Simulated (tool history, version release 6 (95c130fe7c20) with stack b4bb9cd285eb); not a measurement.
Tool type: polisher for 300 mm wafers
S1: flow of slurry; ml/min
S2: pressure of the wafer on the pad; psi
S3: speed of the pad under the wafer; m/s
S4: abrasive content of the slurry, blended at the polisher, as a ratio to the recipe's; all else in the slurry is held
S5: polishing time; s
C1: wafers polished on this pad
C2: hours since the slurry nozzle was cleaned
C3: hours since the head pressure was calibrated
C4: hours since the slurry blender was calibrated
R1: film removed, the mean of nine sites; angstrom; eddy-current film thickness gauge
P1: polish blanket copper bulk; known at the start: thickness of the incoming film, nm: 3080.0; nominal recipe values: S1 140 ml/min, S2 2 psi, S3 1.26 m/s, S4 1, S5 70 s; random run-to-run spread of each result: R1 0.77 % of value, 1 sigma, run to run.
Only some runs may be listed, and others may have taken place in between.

run,day,S1,S2,S3,S4,S5,C1,C2,C3,C4,R1
1,0.558,140,2,1.26,1,70,748,288,793.6,84.1,6566.7
2,0.967,140,2,1.26,1,42,827,297.8,803.4,93.9,3908.8
3,1.717,140,2,1.26,1,70,971,315.8,821.4,111.9,6562.1
4,2.283,140,2,2,1,70,1080,329.4,835,125.5,10337
5,2.821,140,2,1.26,1.45,70,1183,342.3,847.9,138.4,7119.8
6,3.15,210,2,1.26,0.65,70,1247,350.2,855.8,146.3,6340.7
7,3.833,140,2.8,1.26,1,70,1378,366.6,872.2,162.7,9254.1
8,4.346,140,2,1.26,1,70,1477,378.9,884.5,175,6566.7
9,5,140,0.9,1.26,1.4,70,1602,394.6,900.2,190.7,3172.7
10,5.342,140,2,1.26,1,70,1668,402.8,908.4,198.9,6472.3
11,6.083,140,2,1.26,1,101,1811,420.6,926.2,216.7,9388.1
12,6.8,140,2,0.56,1,70,1948,437.8,943.4,233.9,2904.5
13,7.529,140,2,1.26,1,70,2089,455.3,960.9,251.4,6590.3
14,7.9,195,2,0.72,1,70,2160,464.2,969.8,260.3,3929.9
15,8.229,205,2,1.26,1,70,2223,472.1,977.7,268.2,6953.6
# day 8.575: slurry nozzle cleaned
16,8.642,85,2,1.26,1,70,2303,1.6,987.6,278.1,5741.7
17,8.996,140,2,1.26,0.5,70,2371,10.1,996.1,286.6,5684.6
18,9.567,140,1,1.26,1,70,2480,23.8,1009.8,300.3,3261.5
19,10.196,140,2,1.26,1,70,2601,38.9,1024.9,315.4,6529
20,10.925,140,2,1.26,1,70,2742,56.4,1042.4,332.9,6456.4
21,11.367,140,2,1.26,1,70,2826,67,1053,343.5,6356.3
22,11.708,140,2,1.26,1,70,2892,75.2,1061.2,351.7,6216.8
23,12.367,140,2,1.26,1,70,3019,91,1077,367.5,5989.8
24,12.771,140,2,1.26,1,70,3096,100.7,1086.7,377.2,6091.5
25,13.329,140,2,1.26,1,70,3204,114.1,1100.1,390.6,5896.4
# day 13.462: worn pad replaced by a new one
# day 13.975: slurry blender recalibrated
26,14.008,140,2,1.26,1,70,105,130.4,1116.4,0.9,5921.8
27,14.462,140,2,1.26,1,70,192,141.3,1127.3,11.8,5757.4
28,14.896,140,2,1.26,1,70,275,151.7,1137.7,22.2,5842.9
29,15.367,140,2,1.26,1,70,366,163,1149,33.5,5877.3

What P1 gives has crept away from where it was. These 2 causes fit the log equally well, each at the size given:
A: slurry flow missing at the pad, % = 38
B: head's pressure below its setpoint, % = 10.5
The process output started creeping at around day 10.925.
Excluded causes, each with its reason:
removal rate lost through wear of the pad, %: serviced at day 13.462, which brought nothing back
abrasive missing from the slurry, %: serviced at day 13.975, which brought nothing back

Consider the 4 single-wafer check runs listed below, results given as question marks: which one distinguishes between the causes by giving clearly different results for each?
check 1,15.838,85,2,0.92,1,70,,,,,?
check 2,15.838,140,2,0.88,1,70,,,,,?
check 3,15.838,140,1.4,1.74,1,70,,,,,?
check 4,15.838,140,1.2,1.26,1,50,,,,,?

Expected result of each check under each candidate cause:
check,result,if A,if B
check 1,R1,3571.6,3790.8
check 2,R1,4075.9,4077.1
check 3,R1,5641.4,5643
check 4,R1,2501.1,2501.8
Per-check spread between the two closest causes, in the result where they differ most: check 1 5.96 %; check 2 0.03 %; check 3 0.03 %; check 4 0.03 %
Check 1 is the one run that separates the causes; every other check would come out nearly the same whichever cause is at work.

The results of check 1 are: R1 3568.7 angstrom. Based on these, which of the listed causes is it?

The cause is A: slurry flow missing at the pad, %.
